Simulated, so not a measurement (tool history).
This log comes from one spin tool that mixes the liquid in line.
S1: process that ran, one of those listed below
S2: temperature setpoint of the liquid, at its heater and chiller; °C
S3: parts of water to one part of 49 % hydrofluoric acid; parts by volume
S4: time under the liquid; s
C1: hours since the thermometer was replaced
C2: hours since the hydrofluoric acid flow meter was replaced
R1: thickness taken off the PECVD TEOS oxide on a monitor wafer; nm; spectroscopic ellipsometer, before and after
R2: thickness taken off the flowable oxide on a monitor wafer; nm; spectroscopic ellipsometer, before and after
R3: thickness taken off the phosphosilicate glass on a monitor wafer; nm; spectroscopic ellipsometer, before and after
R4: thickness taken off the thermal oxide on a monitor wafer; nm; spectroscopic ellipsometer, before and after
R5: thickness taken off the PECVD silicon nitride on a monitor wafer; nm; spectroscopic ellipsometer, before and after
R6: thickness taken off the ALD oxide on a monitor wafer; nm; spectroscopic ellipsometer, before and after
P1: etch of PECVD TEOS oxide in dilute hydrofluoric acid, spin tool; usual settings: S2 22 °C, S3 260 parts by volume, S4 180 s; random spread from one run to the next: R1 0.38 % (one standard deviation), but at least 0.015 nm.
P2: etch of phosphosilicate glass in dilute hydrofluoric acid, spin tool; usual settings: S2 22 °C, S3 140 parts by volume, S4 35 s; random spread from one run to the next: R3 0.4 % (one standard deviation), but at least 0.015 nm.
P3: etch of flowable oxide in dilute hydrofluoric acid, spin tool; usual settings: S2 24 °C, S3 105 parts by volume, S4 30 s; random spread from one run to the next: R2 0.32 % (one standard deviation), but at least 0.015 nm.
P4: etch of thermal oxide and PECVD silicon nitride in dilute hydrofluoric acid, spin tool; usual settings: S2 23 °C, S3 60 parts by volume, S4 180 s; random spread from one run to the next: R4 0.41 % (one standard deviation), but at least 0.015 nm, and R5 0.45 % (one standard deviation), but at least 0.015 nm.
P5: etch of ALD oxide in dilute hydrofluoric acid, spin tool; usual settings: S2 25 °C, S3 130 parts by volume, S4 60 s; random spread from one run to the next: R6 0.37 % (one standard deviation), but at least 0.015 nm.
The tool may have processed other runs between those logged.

run,day,S1,S2,S3,S4,C1,C2,R1,R2,R3,R4,R5,R6
1,0.179,P1,22,260,180,583.2,566.5,7.2639,,,,,
2,0.354,P3,24,140,30,587.4,570.7,,10.024,,,,
3,0.642,P1,22,260,180,594.3,577.6,7.2488,,,,,
4,0.825,P1,22,260,180,598.7,582,7.273,,,,,
5,1.133,P1,22,365,275,606.1,589.4,7.1965,,,,,
6,1.371,P1,22,260,180,611.8,595.1,7.3019,,,,,
7,1.542,P2,22,140,50,615.9,599.2,,,18.95,,,
8,1.692,P2,28,140,35,619.5,602.8,,,16.548,,,
9,1.892,P4,23,60,180,624.3,607.6,,,,14.459,5.5105,
10,2.175,P3,31,105,30,631.1,614.4,,18.368,,,,
11,2.479,P1,22,260,305,638.4,621.7,12.289,,,,,
12,2.779,P4,23,20,180,645.6,628.9,,,,45.42,15.977,
13,2.933,P4,29.5,60,180,649.3,632.6,,,,18.666,8.4809,
14,3.212,P2,22,245,35,656,639.3,,,6.8004,,,
15,3.421,P4,23,60,320,661,644.3,,,,25.534,9.7759,
# day 3.579: hydrofluoric acid flow meter replaced
16,3.733,P1,17.5,260,180,668.5,3.7,6.1456,,,,,
17,3.896,P1,22,365,180,672.4,7.6,4.7043,,,,,
18,4.05,P5,31.5,130,60,676.1,11.3,,,,,,18.006
19,4.208,P1,22,260,180,679.9,15.1,7.2519,,,,,
20,4.404,P5,25,130,60,684.6,19.8,,,,,,14.029
21,4.612,P5,25,190,60,689.6,24.8,,,,,,9.0421
22,4.754,P1,26.5,260,180,693,28.2,8.4439,,,,,
23,4.929,P1,22,260,95,697.2,32.4,3.8423,,,,,
24,5.204,P1,22,260,180,703.8,39,7.2734,,,,,
25,5.504,P3,24,105,30,711,46.2,,14.065,,,,
26,5.783,P5,25,130,60,717.7,52.9,,,,,,14.038
27,6.092,P1,17,260,35,725.1,60.3,1.1471,,,,,
28,6.288,P2,22,140,35,729.8,65,,,13.232,,,
29,6.5,P3,24,105,15,734.9,70.1,,6.9694,,,,
30,6.817,P5,25,130,105,742.5,77.7,,,,,,24.695
31,7.129,P1,22,140,180,750,85.2,15.169,,,,,
32,7.458,P1,22,260,180,757.9,93.1,7.2307,,,,,
33,7.767,P3,24,105,30,765.3,100.5,,13.937,,,,
34,7.958,P1,22,260,180,769.9,105.1,7.2715,,,,,
35,8.175,P1,22,260,180,775.1,110.3,7.3768,,,,,
36,8.383,P1,22,260,180,780.1,115.3,7.4781,,,,,
37,8.683,P1,22,260,180,787.3,122.5,7.5748,,,,,
38,8.975,P1,22,260,180,794.3,129.5,7.7182,,,,,
39,9.262,P1,22,260,180,801.2,136.4,7.7116,,,,,
40,9.538,P1,22,260,180,807.8,143,7.6746,,,,,
41,9.696,P1,22,260,180,811.6,146.8,7.6877,,,,,
42,9.892,P1,22,260,180,816.3,151.5,7.676,,,,,

What P1 gives has crept away from where it was. These 2 causes fit the log equally well, each at the size given:
A: liquid hotter than its thermometer reads (K) = 1.66
B: hydrofluoric acid flow above the setpoint (%) = 4.9
Onset of the creep was near day 7.958.

Listed below are the offered check runs, one wafer per run, with question marks in place of results. For which of them would the causes give clearly different outcomes?
check 1,10.088,P3,30,135,30,,,,?,,,,
check 2,10.088,P4,27,20,180,,,,,,?,?,
check 3,10.088,P5,31,130,60,,,,,,,,?
check 4,10.088,P2,26.5,140,35,,,,,?,,,

Outcome of each check run for each possible cause:
check,result,if A,if B
check 1,R2,13.994,13.944
check 2,R4,57.34,56.25
check 2,R5,23.401,21.92
check 3,R6,18.717,18.655
check 4,R3,16.724,16.626
Minimum pairwise separation of causes per check, each pair taken at its best-separating result: check 1 0.36 %; check 2 6.54 %; check 3 0.33 %; check 4 0.59 %
Check 2 distinguishes between the causes, while the remaining checks would return nearly the same result for all of them.

Check 2 was then run and gave: R4 56.133 nm; R5 21.977 nm. Which cause is it?

The correct cause is B, namely: hydrofluoric acid flow above the setpoint (%).

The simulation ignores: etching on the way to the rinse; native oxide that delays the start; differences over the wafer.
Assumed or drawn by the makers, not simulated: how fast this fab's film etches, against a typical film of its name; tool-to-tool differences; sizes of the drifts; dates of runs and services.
